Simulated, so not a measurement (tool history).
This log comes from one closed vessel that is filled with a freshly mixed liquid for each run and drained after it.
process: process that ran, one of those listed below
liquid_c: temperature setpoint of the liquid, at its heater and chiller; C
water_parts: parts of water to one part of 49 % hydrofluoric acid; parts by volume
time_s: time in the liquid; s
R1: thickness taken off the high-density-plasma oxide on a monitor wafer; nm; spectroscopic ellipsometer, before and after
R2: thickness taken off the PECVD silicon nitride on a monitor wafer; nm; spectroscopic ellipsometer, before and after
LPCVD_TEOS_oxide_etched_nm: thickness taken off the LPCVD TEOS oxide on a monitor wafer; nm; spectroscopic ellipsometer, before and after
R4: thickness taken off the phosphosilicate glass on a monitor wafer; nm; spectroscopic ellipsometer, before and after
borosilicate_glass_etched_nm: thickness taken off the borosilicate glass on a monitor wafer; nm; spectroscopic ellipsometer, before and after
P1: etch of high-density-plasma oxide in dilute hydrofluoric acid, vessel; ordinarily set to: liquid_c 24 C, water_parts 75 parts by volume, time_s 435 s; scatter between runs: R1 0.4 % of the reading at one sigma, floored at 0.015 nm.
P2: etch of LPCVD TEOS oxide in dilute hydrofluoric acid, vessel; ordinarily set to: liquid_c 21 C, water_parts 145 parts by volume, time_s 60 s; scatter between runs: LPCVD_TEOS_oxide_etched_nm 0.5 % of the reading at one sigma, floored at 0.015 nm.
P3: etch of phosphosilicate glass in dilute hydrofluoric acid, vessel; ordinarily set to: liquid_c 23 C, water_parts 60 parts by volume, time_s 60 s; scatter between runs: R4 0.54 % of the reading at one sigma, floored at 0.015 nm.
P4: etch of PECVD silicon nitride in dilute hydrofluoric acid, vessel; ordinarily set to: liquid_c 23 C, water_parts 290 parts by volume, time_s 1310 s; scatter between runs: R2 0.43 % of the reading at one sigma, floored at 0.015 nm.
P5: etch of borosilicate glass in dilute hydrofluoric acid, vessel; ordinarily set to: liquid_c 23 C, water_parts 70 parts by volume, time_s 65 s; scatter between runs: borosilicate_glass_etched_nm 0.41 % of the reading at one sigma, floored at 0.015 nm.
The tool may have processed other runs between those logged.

run 1 hour=10.6 | process=P1 liquid_c=24 water_parts=75 time_s=435 | R1=38.038
run 2 hour=21.5 | process=P4 liquid_c=23 water_parts=290 time_s=580 | R2=3.4401
run 3 hour=32.1 | process=P2 liquid_c=17 water_parts=145 time_s=60 | LPCVD_TEOS_oxide_etched_nm=8.8343
run 4 hour=38.1 | process=P3 liquid_c=23 water_parts=60 time_s=110 | R4=136.23
run 5 hour=43.6 | process=P5 liquid_c=23 water_parts=120 time_s=65 | borosilicate_glass_etched_nm=12.086
run 6 hour=51.4 | process=P4 liquid_c=17 water_parts=290 time_s=1310 | R2=5.1858
run 7 hour=59 | process=P1 liquid_c=24 water_parts=75 time_s=435 | R1=37.638
run 8 hour=69.1 | process=P5 liquid_c=23 water_parts=70 time_s=65 | borosilicate_glass_etched_nm=22.053
run 9 hour=79.2 | process=P2 liquid_c=21 water_parts=145 time_s=105 | LPCVD_TEOS_oxide_etched_nm=18.146
run 10 hour=86.3 | process=P1 liquid_c=24 water_parts=75 time_s=435 | R1=37.953
run 11 hour=94.7 | process=P1 liquid_c=24 water_parts=75 time_s=435 | R1=37.992
run 12 hour=99.8 | process=P3 liquid_c=23 water_parts=60 time_s=60 | R4=75.007
run 13 hour=108.7 | process=P3 liquid_c=23 water_parts=60 time_s=60 | R4=74.699
run 14 hour=117 | process=P1 liquid_c=27.5 water_parts=75 time_s=140 | R1=14.034
run 15 hour=126.5 | process=P1 liquid_c=27.5 water_parts=75 time_s=435 | R1=43.271
run 16 hour=133.2 | process=P1 liquid_c=24 water_parts=75 time_s=735 | R1=64
run 17 hour=139.7 | process=P1 liquid_c=24 water_parts=35 time_s=95 | R1=18.774
run 18 hour=147.1 | process=P4 liquid_c=23 water_parts=290 time_s=1310 | R2=7.6932
run 19 hour=153.2 | process=P2 liquid_c=21 water_parts=35 time_s=60 | LPCVD_TEOS_oxide_etched_nm=49.174
-- hour=156.9 thermometer replaced
run 20 hour=163.2 | process=P1 liquid_c=24 water_parts=120 time_s=435 | R1=22.215
run 21 hour=171 | process=P5 liquid_c=23 water_parts=70 time_s=30 | borosilicate_glass_etched_nm=10.241
run 22 hour=181.4 | process=P2 liquid_c=21 water_parts=145 time_s=60 | LPCVD_TEOS_oxide_etched_nm=10.53
run 23 hour=189.4 | process=P4 liquid_c=23 water_parts=50 time_s=1310 | R2=43.134
run 24 hour=197.4 | process=P1 liquid_c=20 water_parts=75 time_s=435 | R1=32.203
run 25 hour=205.6 | process=P1 liquid_c=24 water_parts=25 time_s=435 | R1=121.44
run 26 hour=215.3 | process=P1 liquid_c=24 water_parts=75 time_s=210 | R1=18.292
run 27 hour=222.1 | process=P3 liquid_c=31 water_parts=60 time_s=60 | R4=102.23
run 28 hour=227.1 | process=P3 liquid_c=23 water_parts=100 time_s=60 | R4=42.292
run 29 hour=234.1 | process=P1 liquid_c=24 water_parts=75 time_s=435 | R1=38.11
run 30 hour=243.6 | process=P5 liquid_c=17 water_parts=70 time_s=65 | borosilicate_glass_etched_nm=17.078
run 31 hour=254.6 | process=P1 liquid_c=17 water_parts=75 time_s=30 | R1=1.9642
run 32 hour=261.3 | process=P4 liquid_c=23 water_parts=290 time_s=1310 | R2=7.7214
run 33 hour=267.8 | process=P1 liquid_c=24 water_parts=75 time_s=435 | R1=38.103
run 34 hour=275.4 | process=P1 liquid_c=24 water_parts=75 time_s=435 | R1=37.762
run 35 hour=285.7 | process=P1 liquid_c=24 water_parts=75 time_s=435 | R1=39.017
run 36 hour=296.2 | process=P1 liquid_c=24 water_parts=75 time_s=435 | R1=39.946
run 37 hour=304.3 | process=P1 liquid_c=24 water_parts=75 time_s=435 | R1=40.361
run 38 hour=309.8 | process=P1 liquid_c=24 water_parts=75 time_s=435 | R1=40.037
run 39 hour=315.3 | process=P1 liquid_c=24 water_parts=75 time_s=435 | R1=40.173
run 40 hour=325.5 | process=P1 liquid_c=24 water_parts=75 time_s=435 | R1=40.56
run 41 hour=336.4 | process=P1 liquid_c=24 water_parts=75 time_s=435 | R1=40.751
run 42 hour=347.4 | process=P1 liquid_c=24 water_parts=75 time_s=435 | R1=40.808
run 43 hour=354.7 | process=P1 liquid_c=24 water_parts=75 time_s=435 | R1=40.683
run 44 hour=359.7 | process=P1 liquid_c=24 water_parts=75 time_s=435 | R1=40.795

Compared with where it was, what P1 gives has crept away. Each cause listed below fits the log as well as the rest, at the size given for it:
A: hydrofluoric acid flow above the setpoint (%) = 7.04
B: liquid hotter than its thermometer reads (K) = 1.86
Creep in the process output first set in at about hour 275.4.

Of the 4 check runs listed below, each run on one wafer and each result written as a question mark, which would let you distinguish the listed causes because they would give clearly different results?
run check 1 hour=364.7 | process=P5 liquid_c=17 water_parts=70 time_s=65 | borosilicate_glass_etched_nm=?
run check 2 hour=364.7 | process=P3 liquid_c=28.5 water_parts=85 time_s=60 | R4=?
run check 3 hour=364.7 | process=P4 liquid_c=23 water_parts=85 time_s=1310 | R2=?
run check 4 hour=364.7 | process=P2 liquid_c=21 water_parts=40 time_s=90 | LPCVD_TEOS_oxide_etched_nm=?

Check results expected under each cause:
check=check_1 result=borosilicate_glass_etched_nm if_A=18.493 if_B=18.61
check=check_2 result=R4 if_A=68.404 if_B=68.073
check=check_3 result=R2 if_A=27.506 if_B=29.108
check=check_4 result=LPCVD_TEOS_oxide_etched_nm if_A=68.81 if_B=69.302
Smallest distance between any two causes, each pair judged by its most separating result, in per cent: check 1 0.63 %; check 2 0.49 %; check 3 5.66 %; check 4 0.71 %
Only check 3 tells the causes apart: in the others they would give nearly the same result.

Check 3 has now been run. It gave: R2 29.122 nm. Which of the candidate causes is it?

It was cause B: liquid hotter than its thermometer reads (K).
